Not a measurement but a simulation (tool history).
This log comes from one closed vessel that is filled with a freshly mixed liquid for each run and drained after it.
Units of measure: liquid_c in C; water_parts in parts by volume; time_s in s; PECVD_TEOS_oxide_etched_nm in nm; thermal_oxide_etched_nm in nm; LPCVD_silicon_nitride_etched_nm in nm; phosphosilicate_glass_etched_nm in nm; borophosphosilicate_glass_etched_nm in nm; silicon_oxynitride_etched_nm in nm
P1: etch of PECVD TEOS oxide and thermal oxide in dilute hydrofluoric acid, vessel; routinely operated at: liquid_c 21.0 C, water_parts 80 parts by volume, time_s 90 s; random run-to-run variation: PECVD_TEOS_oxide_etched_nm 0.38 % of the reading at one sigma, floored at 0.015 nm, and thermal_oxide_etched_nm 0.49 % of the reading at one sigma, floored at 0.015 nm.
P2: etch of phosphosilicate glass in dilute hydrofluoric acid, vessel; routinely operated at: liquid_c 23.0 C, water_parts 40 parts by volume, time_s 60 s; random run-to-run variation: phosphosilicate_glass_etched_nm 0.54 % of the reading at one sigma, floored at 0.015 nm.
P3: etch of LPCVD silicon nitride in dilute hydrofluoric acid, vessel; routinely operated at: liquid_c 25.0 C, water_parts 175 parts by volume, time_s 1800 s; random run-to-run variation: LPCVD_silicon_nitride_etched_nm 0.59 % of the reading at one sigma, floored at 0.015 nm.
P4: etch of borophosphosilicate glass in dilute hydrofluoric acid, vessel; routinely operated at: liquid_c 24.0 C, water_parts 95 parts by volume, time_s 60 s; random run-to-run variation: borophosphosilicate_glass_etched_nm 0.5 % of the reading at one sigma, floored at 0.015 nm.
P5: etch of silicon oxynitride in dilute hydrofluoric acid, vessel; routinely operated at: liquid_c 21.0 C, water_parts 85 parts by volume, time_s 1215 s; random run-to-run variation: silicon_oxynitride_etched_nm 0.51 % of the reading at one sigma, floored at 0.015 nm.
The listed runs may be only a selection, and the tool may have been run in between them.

| run | hour | process | liquid_c | water_parts | time_s | PECVD_TEOS_oxide_etched_nm | thermal_oxide_etched_nm | LPCVD_silicon_nitride_etched_nm | phosphosilicate_glass_etched_nm | borophosphosilicate_glass_etched_nm | silicon_oxynitride_etched_nm |
|---|---|---|---|---|---|---|---|---|---|---|---|
| 1 | 4.5 | P1 | 21.0 | 80 | 90 | 20.9760 | 5.1790 |  |  |  |  |
| 2 | 8.1 | P3 | 25.0 | 70 | 1800 |  |  | 12.4460 |  |  |  |
| 3 | 12.4 | P1 | 21.0 | 80 | 135 | 31.4640 | 7.7249 |  |  |  |  |
| 4 | 16.4 | P1 | 21.0 | 55 | 50 | 17.4340 | 4.3200 |  |  |  |  |
| 5 | 21.1 | P3 | 17.5 | 175 | 1800 |  |  | 3.0858 |  |  |  |
| 6 | 25.6 | P2 | 23.0 | 20 | 60 |  |  |  | 377.33 |  |  |
| 7 | 30.4 | P2 | 23.0 | 40 | 60 |  |  |  | 181.49 |  |  |
| 8 | 33.7 | P3 | 25.0 | 175 | 3305 |  |  | 9.2509 |  |  |  |
| 9 | 37.4 | P1 | 21.0 | 80 | 90 | 21.0230 | 5.1649 |  |  |  |  |
| 10 | 40.1 | P1 | 28.0 | 80 | 90 | 27.5910 | 6.9142 |  |  |  |  |
| 11 | 43.9 | P1 | 17.0 | 80 | 90 | 17.6460 | 4.3864 |  |  |  |  |
| 12 | 48.2 | P1 | 21.0 | 80 | 90 | 21.1170 | 5.1653 |  |  |  |  |
| 13 | 51.0 | P4 | 24.0 | 20 | 60 |  |  |  |  | 178.740 |  |
| 14 | 55.7 | P5 | 21.0 | 40 | 1215 |  |  |  |  |  | 40.907 |
| 15 | 60.1 | P3 | 25.0 | 175 | 1800 |  |  | 5.1146 |  |  |  |
| 16 | 63.5 | P1 | 21.0 | 80 | 90 | 20.9910 | 5.1535 |  |  |  |  |
| 17 | 67.8 | P2 | 30.0 | 40 | 60 |  |  |  | 246.04 |  |  |
| 18 | 70.3 | P2 | 23.0 | 40 | 30 |  |  |  | 92.28 |  |  |
| 19 | 73.2 | P4 | 24.0 | 95 | 60 |  |  |  |  | 34.428 |  |
| 20 | 76.0 | P1 | 21.0 | 80 | 50 | 11.6850 | 2.8546 |  |  |  |  |
| 21 | 78.9 | P5 | 28.0 | 85 | 1215 |  |  |  |  |  | 26.032 |
| 22 | 81.7 | P5 | 21.0 | 85 | 1215 |  |  |  |  |  | 18.610 |
| 23 | 86.3 | P4 | 24.0 | 95 | 60 |  |  |  |  | 34.072 |  |
| 24 | 89.1 | P1 | 24.5 | 80 | 30 | 8.0331 | 1.9749 |  |  |  |  |
| 25 | 93.8 | P1 | 21.0 | 80 | 90 | 20.9050 | 5.2356 |  |  |  |  |
| 26 | 98.2 | P5 | 21.0 | 85 | 2000 |  |  |  |  |  | 30.645 |
| 27 | 102.9 | P1 | 21.0 | 50 | 90 | 34.6700 | 8.5682 |  |  |  |  |
| 28 | 106.3 | P5 | 21.0 | 85 | 1215 |  |  |  |  |  | 18.697 |
| 29 | 109.2 | P4 | 30.5 | 95 | 60 |  |  |  |  | 44.023 |  |
| 30 | 112.3 | P3 | 25.0 | 175 | 1800 |  |  | 4.9502 |  |  |  |
| 31 | 114.9 | P1 | 21.0 | 80 | 90 | 20.9560 | 5.1478 |  |  |  |  |
| 32 | 119.4 | P1 | 21.0 | 135 | 90 | 11.5790 | 2.8874 |  |  |  |  |
| 33 | 122.4 | P4 | 24.0 | 95 | 115 |  |  |  |  | 65.842 |  |
| 34 | 126.8 | P1 | 21.0 | 80 | 90 | 20.8630 | 5.2016 |  |  |  |  |
| 35 | 129.4 | P1 | 21.0 | 80 | 90 | 20.9670 | 5.1456 |  |  |  |  |
| 36 | 131.6 | P1 | 21.0 | 80 | 90 | 20.3220 | 5.0215 |  |  |  |  |
| 37 | 134.0 | P1 | 21.0 | 80 | 90 | 20.1140 | 4.9005 |  |  |  |  |
| 38 | 136.4 | P1 | 21.0 | 80 | 90 | 19.6250 | 4.8705 |  |  |  |  |
| 39 | 140.3 | P1 | 21.0 | 80 | 90 | 19.4780 | 4.8290 |  |  |  |  |
| 40 | 143.9 | P1 | 21.0 | 80 | 90 | 19.3990 | 4.8404 |  |  |  |  |
| 41 | 148.2 | P1 | 21.0 | 80 | 90 | 19.4660 | 4.7855 |  |  |  |  |

What P1 gives has crept off from where it sat before. The 2 causes that follow fit the log equally well, each at the size noted:
A: hydrofluoric acid flow below the setpoint (%) = 6.77
B: liquid colder than its thermometer reads (K) = 1.85
The gradual shift began around hour 129.4.

Each of the 4 check runs below uses one wafer; its results are left as question marks. Which run tells the causes apart?
| check 1 | 152.5 | P2 | 23.0 | 20 | 30 |  |  |  | ? |  |  |
| check 2 | 152.5 | P3 | 20.5 | 175 | 1800 |  |  | ? |  |  |  |
| check 3 | 152.5 | P4 | 24.0 | 20 | 60 |  |  |  |  | ? |  |
| check 4 | 152.5 | P5 | 27.5 | 85 | 1215 |  |  |  |  |  | ? |

What every check run would give for each of its results, assuming each possible cause in turn:
| check | result | if A | if B |
|---|---|---|---|
| check 1 | phosphosilicate_glass_etched_nm | 174.86 | 173.59 |
| check 2 | LPCVD_silicon_nitride_etched_nm | 3.5043 | 3.3181 |
| check 3 | borophosphosilicate_glass_etched_nm | 167.270 | 166.160 |
| check 4 | silicon_oxynitride_etched_nm | 23.544 | 23.301 |
Per check, the gap between the least separated pair of causes, taken in the result that splits them most: check 1 0.73 %; check 2 5.46 %; check 3 0.67 %; check 4 1.04 %
Only check 2 tells the causes apart: in the others they would give nearly the same result.

The results of check 2 are: LPCVD_silicon_nitride_etched_nm 3.5017 nm. Based on these, which of the listed causes is it?

Of the candidate causes, it is A: hydrofluoric acid flow below the setpoint (%).
